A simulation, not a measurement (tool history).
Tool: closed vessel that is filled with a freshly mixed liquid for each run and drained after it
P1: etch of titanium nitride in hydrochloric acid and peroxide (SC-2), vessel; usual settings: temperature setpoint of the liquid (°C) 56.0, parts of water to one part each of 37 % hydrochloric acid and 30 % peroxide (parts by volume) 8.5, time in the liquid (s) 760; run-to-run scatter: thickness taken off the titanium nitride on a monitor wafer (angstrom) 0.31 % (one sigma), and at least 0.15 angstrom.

run    day  temperature setpoint of the liquid (°C)  parts of water to one part each of 37 % hydrochloric acid and 30 % peroxide (parts by volume)  time in the liquid (s)  thickness taken off the titanium nitride on a monitor wafer (angstrom)
  1  0.404                                     56.0                                                                                            8.5                     760                                                                 258.440
  2  0.679                                     56.0                                                                                            8.5                    1440                                                                 490.730
  3  1.108                                     39.5                                                                                            8.5                     760                                                                  84.808
  4  1.492                                     66.0                                                                                            8.5                     185                                                                 117.520
  5  1.692                                     56.0                                                                                            8.5                     760                                                                 259.210
     1.917  -- chemicals flow meter replaced
  6  2.029                                     56.0                                                                                            4.0                     760                                                                 453.910
     2.067  -- thermometer replaced
  7  2.367                                     56.0                                                                                            8.5                      40                                                                  13.472
  8  2.604                                     56.0                                                                                            8.5                     760                                                                 258.800
  9  2.996                                     66.5                                                                                            8.5                     760                                                                 497.070
 10  3.308                                     62.5                                                                                            4.0                     760                                                                 682.040
 11  3.708                                     56.0                                                                                            8.5                     760                                                                 257.970
 12  4.104                                     56.0                                                                                            8.5                     760                                                                 259.360
 13  4.288                                     56.0                                                                                            8.5                     760                                                                 258.350
 14  4.629                                     68.0                                                                                            8.5                     145                                                                 103.940
 15  4.817                                     56.0                                                                                           12.5                     760                                                                 187.520
 16  5.217                                     56.0                                                                                            8.5                     760                                                                 260.160
 17  5.521                                     56.0                                                                                            8.5                     760                                                                 251.980
 18  5.729                                     56.0                                                                                            8.5                     760                                                                 247.610
 19  6.000                                     56.0                                                                                            8.5                     760                                                                 244.040

Forecast run 20:
 20  6.275                                     56.0                                                                                            8.5                     760                                                                       ?

{"run 20": {"thickness taken off the titanium nitride on a monitor wafer (angstrom)": 241.29}}

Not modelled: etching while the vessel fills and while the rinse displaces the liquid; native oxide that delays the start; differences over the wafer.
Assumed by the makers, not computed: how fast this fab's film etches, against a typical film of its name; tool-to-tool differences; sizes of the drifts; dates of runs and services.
